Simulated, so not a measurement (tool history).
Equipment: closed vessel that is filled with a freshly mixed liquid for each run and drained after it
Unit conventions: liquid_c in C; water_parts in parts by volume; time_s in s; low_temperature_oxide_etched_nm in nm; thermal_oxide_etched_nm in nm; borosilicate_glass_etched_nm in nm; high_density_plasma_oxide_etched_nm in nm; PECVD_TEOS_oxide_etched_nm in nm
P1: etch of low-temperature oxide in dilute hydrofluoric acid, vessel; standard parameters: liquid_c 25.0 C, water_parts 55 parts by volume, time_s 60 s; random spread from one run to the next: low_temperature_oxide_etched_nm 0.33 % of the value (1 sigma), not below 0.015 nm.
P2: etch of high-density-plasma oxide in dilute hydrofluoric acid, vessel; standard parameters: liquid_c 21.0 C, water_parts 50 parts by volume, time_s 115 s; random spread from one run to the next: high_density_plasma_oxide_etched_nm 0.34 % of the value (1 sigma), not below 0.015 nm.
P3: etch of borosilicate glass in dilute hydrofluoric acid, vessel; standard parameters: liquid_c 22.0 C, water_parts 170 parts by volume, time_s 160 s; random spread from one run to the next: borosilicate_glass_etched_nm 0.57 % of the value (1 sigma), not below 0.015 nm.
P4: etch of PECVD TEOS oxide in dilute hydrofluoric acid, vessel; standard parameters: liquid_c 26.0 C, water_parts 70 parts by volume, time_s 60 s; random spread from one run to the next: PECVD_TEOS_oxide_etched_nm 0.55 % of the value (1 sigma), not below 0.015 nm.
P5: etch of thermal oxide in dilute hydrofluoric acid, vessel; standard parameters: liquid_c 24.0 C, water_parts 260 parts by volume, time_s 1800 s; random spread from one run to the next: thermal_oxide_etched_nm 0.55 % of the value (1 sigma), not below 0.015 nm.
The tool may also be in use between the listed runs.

| run | hour | process | liquid_c | water_parts | time_s | hours since the thermometer was replaced | hours since the hydrofluoric acid flow meter was replaced | low_temperature_oxide_etched_nm | thermal_oxide_etched_nm | borosilicate_glass_etched_nm | high_density_plasma_oxide_etched_nm | PECVD_TEOS_oxide_etched_nm |
|---|---|---|---|---|---|---|---|---|---|---|---|---|
| 1 | 10.2 | P1 | 25.0 | 55 | 60 | 527.8 | 331.3 | 30.9210 |  |  |  |  |
| 2 | 18.6 | P1 | 25.0 | 25 | 115 | 536.2 | 339.7 | 136.5900 |  |  |  |  |
| 3 | 33.3 | P1 | 25.0 | 55 | 60 | 550.9 | 354.4 | 30.7950 |  |  |  |  |
| 4 | 40.9 | P5 | 31.5 | 260 | 1800 | 558.5 | 362.0 |  | 34.48100 |  |  |  |
| 5 | 50.6 | P1 | 25.0 | 55 | 115 | 568.2 | 371.7 | 59.2710 |  |  |  |  |
| 6 | 65.7 | P3 | 18.0 | 170 | 160 | 583.3 | 386.8 |  |  | 22.4350 |  |  |
| 7 | 79.0 | P3 | 22.0 | 170 | 160 | 596.6 | 400.1 |  |  | 26.3060 |  |  |
| 8 | 93.3 | P1 | 25.0 | 90 | 30 | 610.9 | 414.4 | 9.0578 |  |  |  |  |
| 9 | 100.5 | P2 | 21.0 | 50 | 60 | 618.1 | 421.6 |  |  |  | 7.5195 |  |
| 10 | 110.2 | P1 | 19.5 | 55 | 60 | 627.8 | 431.3 | 24.6680 |  |  |  |  |
| 11 | 123.4 | P4 | 22.5 | 70 | 60 | 641.0 | 444.5 |  |  |  |  | 16.590 |
| 12 | 135.8 | P5 | 24.0 | 260 | 1800 | 653.4 | 456.9 |  | 26.77100 |  |  |  |
| 13 | 151.3 | P2 | 21.0 | 50 | 115 | 668.9 | 472.4 |  |  |  | 14.4510 |  |
|  | 152.8 | thermometer replaced |
| 14 | 162.7 | P2 | 21.0 | 20 | 115 | 9.9 | 483.8 |  |  |  | 37.3930 |  |
| 15 | 170.2 | P1 | 25.0 | 55 | 30 | 17.4 | 491.3 | 15.5990 |  |  |  |  |
| 16 | 177.2 | P1 | 20.0 | 55 | 30 | 24.4 | 498.3 | 12.5120 |  |  |  |  |
| 17 | 186.8 | P1 | 25.0 | 20 | 60 | 34.0 | 507.9 | 89.3600 |  |  |  |  |
| 18 | 202.9 | P1 | 25.0 | 90 | 60 | 50.1 | 524.0 | 17.9960 |  |  |  |  |
| 19 | 217.0 | P4 | 26.0 | 70 | 60 | 64.2 | 538.1 |  |  |  |  | 18.732 |
| 20 | 225.4 | P3 | 22.0 | 170 | 160 | 72.6 | 546.5 |  |  | 26.1830 |  |  |
| 21 | 233.0 | P4 | 26.0 | 40 | 60 | 80.2 | 554.1 |  |  |  |  | 34.594 |
| 22 | 240.7 | P5 | 24.0 | 400 | 1800 | 87.9 | 561.8 |  | 15.29500 |  |  |  |
| 23 | 249.3 | P5 | 24.0 | 260 | 30 | 96.5 | 570.4 |  | 0.41986 |  |  |  |
| 24 | 263.1 | P1 | 25.0 | 55 | 60 | 110.3 | 584.2 | 30.8020 |  |  |  |  |
| 25 | 273.2 | P3 | 22.0 | 170 | 30 | 120.4 | 594.3 |  |  | 4.9047 |  |  |
| 26 | 283.3 | P1 | 25.0 | 55 | 60 | 130.5 | 604.4 | 30.9440 |  |  |  |  |
| 27 | 293.2 | P3 | 22.0 | 55 | 160 | 140.4 | 614.3 |  |  | 92.5320 |  |  |
| 28 | 301.1 | P2 | 24.5 | 50 | 115 | 148.3 | 622.2 |  |  |  | 16.7420 |  |
| 29 | 311.1 | P4 | 26.0 | 70 | 85 | 158.3 | 632.2 |  |  |  |  | 26.989 |
| 30 | 325.2 | P1 | 31.5 | 55 | 60 | 172.4 | 646.3 | 40.0810 |  |  |  |  |
| 31 | 336.4 | P1 | 25.0 | 55 | 60 | 183.6 | 657.5 | 30.9560 |  |  |  |  |
| 32 | 351.3 | P1 | 25.0 | 55 | 60 | 198.5 | 672.4 | 30.8380 |  |  |  |  |
| 33 | 359.0 | P1 | 25.0 | 55 | 60 | 206.2 | 680.1 | 30.1760 |  |  |  |  |
| 34 | 371.7 | P1 | 25.0 | 55 | 60 | 218.9 | 692.8 | 29.5810 |  |  |  |  |
| 35 | 386.8 | P1 | 25.0 | 55 | 60 | 234.0 | 707.9 | 28.8210 |  |  |  |  |
| 36 | 402.5 | P1 | 25.0 | 55 | 60 | 249.7 | 723.6 | 28.4070 |  |  |  |  |
| 37 | 409.7 | P1 | 25.0 | 55 | 60 | 256.9 | 730.8 | 28.3510 |  |  |  |  |
| 38 | 421.5 | P1 | 25.0 | 55 | 60 | 268.7 | 742.6 | 28.4460 |  |  |  |  |
| 39 | 431.7 | P1 | 25.0 | 55 | 60 | 278.9 | 752.8 | 28.3550 |  |  |  |  |
| 40 | 445.4 | P1 | 25.0 | 55 | 60 | 292.6 | 766.5 | 28.3070 |  |  |  |  |
| 41 | 461.6 | P1 | 25.0 | 55 | 60 | 308.8 | 782.7 | 28.1030 |  |  |  |  |

Compared with where it was, what P1 gives has crept away. Each cause listed below fits the log as well as the rest, at the size given for it:
A: hydrofluoric acid flow below the setpoint (%) = 8.37
B: liquid colder than its thermometer reads (K) = 2.3
Creep in the process output first set in at about hour 351.3.

Of the 4 check runs listed below, each run on one wafer and each result written as a question mark, which would let you distinguish the listed causes because they would give clearly different results?
| check 1 | 477.8 | P5 | 24.0 | 395 | 1800 |  |  |  | ? |  |  |  |
| check 2 | 477.8 | P3 | 22.0 | 110 | 160 |  |  |  |  | ? |  |  |
| check 3 | 477.8 | P4 | 22.5 | 70 | 60 |  |  |  |  |  |  | ? |
| check 4 | 477.8 | P2 | 24.5 | 20 | 115 |  |  |  |  |  | ? |  |

Predicted outcomes, by check and by cause:
| check | result | if A | if B |
|---|---|---|---|
| check 1 | thermal_oxide_etched_nm | 13.70900 | 14.30300 |
| check 2 | borosilicate_glass_etched_nm | 39.2650 | 39.4940 |
| check 3 | PECVD_TEOS_oxide_etched_nm | 14.938 | 14.938 |
| check 4 | high_density_plasma_oxide_etched_nm | 39.7210 | 39.4240 |
Distance between the nearest two causes, measured in the result of the check that separates them most: check 1 4.24 %; check 2 0.58 %; check 3 0 %; check 4 0.75 %
Check 1 tells the causes apart: in the others they would give nearly the same result.

After running check 1, the following was obtained: thermal_oxide_etched_nm 14.21800 nm. Which cause does this point to?

It was cause B: liquid colder than its thermometer reads (K).
